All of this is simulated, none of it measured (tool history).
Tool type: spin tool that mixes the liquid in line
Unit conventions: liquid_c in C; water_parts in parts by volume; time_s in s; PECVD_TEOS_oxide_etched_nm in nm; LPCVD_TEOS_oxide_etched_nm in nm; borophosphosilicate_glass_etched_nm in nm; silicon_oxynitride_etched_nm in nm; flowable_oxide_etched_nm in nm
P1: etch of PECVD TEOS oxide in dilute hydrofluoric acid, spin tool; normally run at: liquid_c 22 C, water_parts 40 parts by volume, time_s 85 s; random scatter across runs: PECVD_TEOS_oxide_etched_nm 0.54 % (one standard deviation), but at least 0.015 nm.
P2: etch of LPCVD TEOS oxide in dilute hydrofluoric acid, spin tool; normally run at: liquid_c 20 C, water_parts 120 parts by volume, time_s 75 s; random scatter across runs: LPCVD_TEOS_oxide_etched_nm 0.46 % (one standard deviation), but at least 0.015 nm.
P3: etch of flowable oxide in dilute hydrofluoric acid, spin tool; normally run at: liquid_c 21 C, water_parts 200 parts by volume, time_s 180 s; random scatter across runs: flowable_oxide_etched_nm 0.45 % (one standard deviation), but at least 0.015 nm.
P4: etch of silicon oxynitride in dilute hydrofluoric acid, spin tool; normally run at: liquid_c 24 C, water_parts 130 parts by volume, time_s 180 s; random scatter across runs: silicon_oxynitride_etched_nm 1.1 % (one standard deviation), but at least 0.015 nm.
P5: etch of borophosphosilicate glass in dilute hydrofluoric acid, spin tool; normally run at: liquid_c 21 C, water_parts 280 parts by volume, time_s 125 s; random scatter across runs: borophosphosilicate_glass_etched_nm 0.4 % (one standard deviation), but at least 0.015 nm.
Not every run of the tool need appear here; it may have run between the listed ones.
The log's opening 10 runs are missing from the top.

run	hour	process	liquid_c	water_parts	time_s	hours since the thermometer was replaced	hours since the hydrofluoric acid flow meter was replaced	PECVD_TEOS_oxide_etched_nm	LPCVD_TEOS_oxide_etched_nm	borophosphosilicate_glass_etched_nm	silicon_oxynitride_etched_nm	flowable_oxide_etched_nm
11	158.5	P1	22	40	85	726.2	694.2	52.02				
12	170.8	P1	28.5	40	85	738.5	706.5	67.803				
13	181.6	P1	22	20	15	749.3	717.3	18.748				
14	190	P1	22	40	165	757.7	725.7	100.08				
15	206.8	P4	24	130	180	774.5	742.5				2.3347	
16	225.1	P5	21	505	125	792.8	760.8			4.6618		
17	239.4	P1	17	40	85	807.1	775.1	41.884				
18	251.1	P1	22	40	85	818.8	786.8	51.994				
19	267.7	P5	21	280	185	835.4	803.4			15.16		
20	283.8	P5	28.5	280	125	851.5	819.5			13.359		
21	300.1	P4	24	25	180	867.8	835.8				13.21	
22	311.6	P1	22	40	85	879.3	847.3	51.631				
23	328.1	P1	22	60	30	895.8	863.8	11.869				
24	344.5	P1	22	60	85	912.2	880.2	33.645				
25	353	P3	21	200	345	920.7	888.7					88.728
26	362.7	P1	22	20	85	930.4	898.4	106				
27	372.5	P1	22	40	85	940.2	908.2	51.728				
28	383.3	P3	21	200	180	951	919					45.832

Estimate the outcome of run 29 from the log above:
29	394	P2	20	25	75	961.7	929.7		?			

LPCVD_TEOS_oxide_etched_nm: 55.912 nm
